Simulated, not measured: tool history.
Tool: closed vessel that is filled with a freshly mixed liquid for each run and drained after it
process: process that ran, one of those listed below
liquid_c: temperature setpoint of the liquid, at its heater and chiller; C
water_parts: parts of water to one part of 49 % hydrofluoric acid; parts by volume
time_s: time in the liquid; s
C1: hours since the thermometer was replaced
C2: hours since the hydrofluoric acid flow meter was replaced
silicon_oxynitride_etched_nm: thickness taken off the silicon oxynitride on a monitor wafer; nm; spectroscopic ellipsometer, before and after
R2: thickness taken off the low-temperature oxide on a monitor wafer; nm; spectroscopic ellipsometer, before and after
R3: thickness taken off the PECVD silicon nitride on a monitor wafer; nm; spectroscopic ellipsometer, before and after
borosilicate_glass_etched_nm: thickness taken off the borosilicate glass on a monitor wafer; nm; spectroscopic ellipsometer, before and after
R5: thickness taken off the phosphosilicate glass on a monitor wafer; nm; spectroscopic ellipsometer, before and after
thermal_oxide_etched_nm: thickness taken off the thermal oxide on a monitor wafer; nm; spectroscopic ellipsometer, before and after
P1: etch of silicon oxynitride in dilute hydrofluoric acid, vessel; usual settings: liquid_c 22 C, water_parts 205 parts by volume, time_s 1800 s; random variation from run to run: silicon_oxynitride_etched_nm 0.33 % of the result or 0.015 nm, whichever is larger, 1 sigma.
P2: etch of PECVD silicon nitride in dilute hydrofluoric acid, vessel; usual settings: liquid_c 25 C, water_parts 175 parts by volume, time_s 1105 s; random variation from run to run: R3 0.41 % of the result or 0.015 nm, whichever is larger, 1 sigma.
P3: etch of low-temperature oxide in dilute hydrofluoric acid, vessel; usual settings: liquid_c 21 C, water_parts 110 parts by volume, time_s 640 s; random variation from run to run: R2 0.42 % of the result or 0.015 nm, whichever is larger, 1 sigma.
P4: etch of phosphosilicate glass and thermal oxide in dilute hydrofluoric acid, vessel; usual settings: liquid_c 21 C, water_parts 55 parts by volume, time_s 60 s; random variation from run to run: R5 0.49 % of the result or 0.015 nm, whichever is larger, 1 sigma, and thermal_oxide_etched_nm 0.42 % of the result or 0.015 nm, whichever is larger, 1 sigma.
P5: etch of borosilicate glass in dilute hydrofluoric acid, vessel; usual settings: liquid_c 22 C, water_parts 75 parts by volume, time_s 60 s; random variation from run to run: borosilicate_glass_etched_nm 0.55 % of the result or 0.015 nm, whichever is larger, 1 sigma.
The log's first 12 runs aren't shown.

Run 13, hour 142.8: process P1, liquid_c 22 C, water_parts 205 parts by volume, time_s 975 s; C1 419.6; C2 67.6. Result: silicon_oxynitride_etched_nm 5.6295 nm.
Run 14, hour 154.5: process P1, liquid_c 30 C, water_parts 205 parts by volume, time_s 1800 s; C1 431.3; C2 79.3. Result: silicon_oxynitride_etched_nm 14.897 nm.
Run 15, hour 165: process P4, liquid_c 21 C, water_parts 55 parts by volume, time_s 30 s; C1 441.8; C2 89.8. Result: R5 41.229 nm, thermal_oxide_etched_nm 2.4066 nm.
Run 16, hour 171.5: process P2, liquid_c 30.5 C, water_parts 175 parts by volume, time_s 1105 s; C1 448.3; C2 96.3. Result: R3 16.493 nm.
Run 17, hour 184.3: process P2, liquid_c 25 C, water_parts 175 parts by volume, time_s 225 s; C1 461.1; C2 109.1. Result: R3 2.3972 nm.
Run 18, hour 196.4: process P1, liquid_c 22 C, water_parts 355 parts by volume, time_s 920 s; C1 473.2; C2 121.2. Result: silicon_oxynitride_etched_nm 2.7955 nm.
Run 19, hour 203.6: process P1, liquid_c 22 C, water_parts 205 parts by volume, time_s 1800 s; C1 480.4; C2 128.4. Result: silicon_oxynitride_etched_nm 10.527 nm.
Run 20, hour 210.4: process P5, liquid_c 22 C, water_parts 75 parts by volume, time_s 85 s; C1 487.2; C2 135.2. Result: borosilicate_glass_etched_nm 41.141 nm.
Run 21, hour 222.1: process P2, liquid_c 25 C, water_parts 65 parts by volume, time_s 1105 s; C1 498.9; C2 146.9. Result: R3 31.14 nm.
Run 22, hour 232.4: process P4, liquid_c 21 C, water_parts 95 parts by volume, time_s 60 s; C1 509.2; C2 157.2. Result: R5 45.876 nm, thermal_oxide_etched_nm 2.6186 nm.
Run 23, hour 244.9: process P5, liquid_c 22 C, water_parts 75 parts by volume, time_s 60 s; C1 521.7; C2 169.7. Result: borosilicate_glass_etched_nm 29.038 nm.
Run 24, hour 255.1: process P1, liquid_c 18.5 C, water_parts 205 parts by volume, time_s 1095 s; C1 531.9; C2 179.9. Result: silicon_oxynitride_etched_nm 5.3959 nm.
Run 25, hour 264.2: process P3, liquid_c 21 C, water_parts 55 parts by volume, time_s 640 s; C1 541; C2 189. Result: R2 113.19 nm.
Run 26, hour 273.4: process P5, liquid_c 22 C, water_parts 75 parts by volume, time_s 60 s; C1 550.2; C2 198.2. Result: borosilicate_glass_etched_nm 28.853 nm.

Run 27 comes next. What will it give?
Run 27, hour 286.3: process P3, liquid_c 27 C, water_parts 110 parts by volume, time_s 640 s; C1 563.1; C2 211.1. Result: R2 ?.

{"run 27": {"R2": 67.593}}

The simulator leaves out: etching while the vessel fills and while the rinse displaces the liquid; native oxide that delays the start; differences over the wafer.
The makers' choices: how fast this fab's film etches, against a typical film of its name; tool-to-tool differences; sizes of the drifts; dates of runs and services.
